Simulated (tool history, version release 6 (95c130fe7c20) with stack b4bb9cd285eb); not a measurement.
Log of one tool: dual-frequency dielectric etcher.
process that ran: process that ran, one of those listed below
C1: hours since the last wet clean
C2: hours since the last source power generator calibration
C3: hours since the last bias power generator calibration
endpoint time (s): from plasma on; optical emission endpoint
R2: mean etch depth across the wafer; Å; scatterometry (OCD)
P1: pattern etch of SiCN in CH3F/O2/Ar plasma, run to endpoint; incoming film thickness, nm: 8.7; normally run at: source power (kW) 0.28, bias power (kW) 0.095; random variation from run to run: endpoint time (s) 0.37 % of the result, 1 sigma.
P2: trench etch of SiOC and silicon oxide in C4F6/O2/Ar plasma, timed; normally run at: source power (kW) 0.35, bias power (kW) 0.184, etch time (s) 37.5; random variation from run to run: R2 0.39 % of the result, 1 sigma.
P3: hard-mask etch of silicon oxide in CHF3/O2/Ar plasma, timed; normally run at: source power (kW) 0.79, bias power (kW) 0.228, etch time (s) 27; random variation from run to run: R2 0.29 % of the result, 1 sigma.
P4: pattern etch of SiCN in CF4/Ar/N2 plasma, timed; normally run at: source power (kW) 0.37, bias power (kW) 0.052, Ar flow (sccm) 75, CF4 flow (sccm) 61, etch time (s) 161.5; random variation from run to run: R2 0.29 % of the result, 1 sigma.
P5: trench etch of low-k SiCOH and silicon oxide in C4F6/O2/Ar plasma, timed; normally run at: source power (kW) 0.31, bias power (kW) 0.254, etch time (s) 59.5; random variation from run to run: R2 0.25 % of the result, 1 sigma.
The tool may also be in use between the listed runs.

run 1 hour=2.5 | process_that_ran=P1 source_power_(kW)=0.28 bias_power_(kW)=0.095 | C1=281.1 C2=1588.9 C3=394.2 | endpoint_time_(s)=23.614
run 2 hour=5.7 | process_that_ran=P3 source_power_(kW)=0.79 bias_power_(kW)=0.174 etch_time_(s)=27 | C1=284.3 C2=1592.1 C3=397.4 | R2=592.27
run 3 hour=9 | process_that_ran=P2 source_power_(kW)=0.35 bias_power_(kW)=0.24 etch_time_(s)=37.5 | C1=287.6 C2=1595.4 C3=400.7 | R2=765.46
run 4 hour=12.6 | process_that_ran=P1 source_power_(kW)=0.35 bias_power_(kW)=0.066 | C1=291.2 C2=1599 C3=404.3 | endpoint_time_(s)=24.741
run 5 hour=15.7 | process_that_ran=P1 source_power_(kW)=0.28 bias_power_(kW)=0.095 | C1=294.3 C2=1602.1 C3=407.4 | endpoint_time_(s)=23.632
run 6 hour=18.1 | process_that_ran=P4 source_power_(kW)=0.48 bias_power_(kW)=0.052 etch_time_(s)=161.5 Ar_flow_(sccm)=75 CF4_flow_(sccm)=61 | C1=296.7 C2=1604.5 C3=409.8 | R2=1369.5
run 7 hour=21.3 | process_that_ran=P4 source_power_(kW)=0.37 bias_power_(kW)=0.052 etch_time_(s)=161.5 Ar_flow_(sccm)=75 CF4_flow_(sccm)=86 | C1=299.9 C2=1607.7 C3=413 | R2=1141.2
run 8 hour=23.8 | process_that_ran=P5 source_power_(kW)=0.31 bias_power_(kW)=0.254 etch_time_(s)=59.5 | C1=302.4 C2=1610.2 C3=415.5 | R2=1964.2
run 9 hour=26.5 | process_that_ran=P1 source_power_(kW)=0.21 bias_power_(kW)=0.095 | C1=305.1 C2=1612.9 C3=418.2 | endpoint_time_(s)=26.216
run 10 hour=30.3 | process_that_ran=P2 source_power_(kW)=0.35 bias_power_(kW)=0.184 etch_time_(s)=24.5 | C1=308.9 C2=1616.7 C3=422 | R2=462.78
run 11 hour=32.5 | process_that_ran=P2 source_power_(kW)=0.35 bias_power_(kW)=0.184 etch_time_(s)=37.5 | C1=311.1 C2=1618.9 C3=424.2 | R2=709.54
run 12 hour=35.9 | process_that_ran=P3 source_power_(kW)=0.79 bias_power_(kW)=0.228 etch_time_(s)=27 | C1=314.5 C2=1622.3 C3=427.6 | R2=652.42
run 13 hour=38.3 | process_that_ran=P1 source_power_(kW)=0.28 bias_power_(kW)=0.069 | C1=316.9 C2=1624.7 C3=430 | endpoint_time_(s)=26.556
run 14 hour=41.8 | process_that_ran=P1 source_power_(kW)=0.33 bias_power_(kW)=0.059 | C1=320.4 C2=1628.2 C3=433.5 | endpoint_time_(s)=26.512
run 15 hour=44.2 | process_that_ran=P4 source_power_(kW)=0.37 bias_power_(kW)=0.042 etch_time_(s)=161.5 Ar_flow_(sccm)=75 CF4_flow_(sccm)=61 | C1=322.8 C2=1630.6 C3=435.9 | R2=1018.9
run 16 hour=48.5 | process_that_ran=P1 source_power_(kW)=0.28 bias_power_(kW)=0.095 | C1=327.1 C2=1634.9 C3=440.2 | endpoint_time_(s)=23.804
run 17 hour=52.8 | process_that_ran=P5 source_power_(kW)=0.25 bias_power_(kW)=0.254 etch_time_(s)=59.5 | C1=331.4 C2=1639.2 C3=444.5 | R2=1815.5
run 18 hour=57.2 | process_that_ran=P1 source_power_(kW)=0.34 bias_power_(kW)=0.095 | C1=335.8 C2=1643.6 C3=448.9 | endpoint_time_(s)=21.989
run 19 hour=59.2 | process_that_ran=P2 source_power_(kW)=0.45 bias_power_(kW)=0.184 etch_time_(s)=37.5 | C1=337.8 C2=1645.6 C3=450.9 | R2=785.32

Forecast run 20:
run 20 hour=62.5 | process_that_ran=P1 source_power_(kW)=0.28 bias_power_(kW)=0.133 | C1=341.1 C2=1648.9 C3=454.2 | endpoint_time_(s)=?

{"run 20": {"endpoint time (s)": 20.877}}
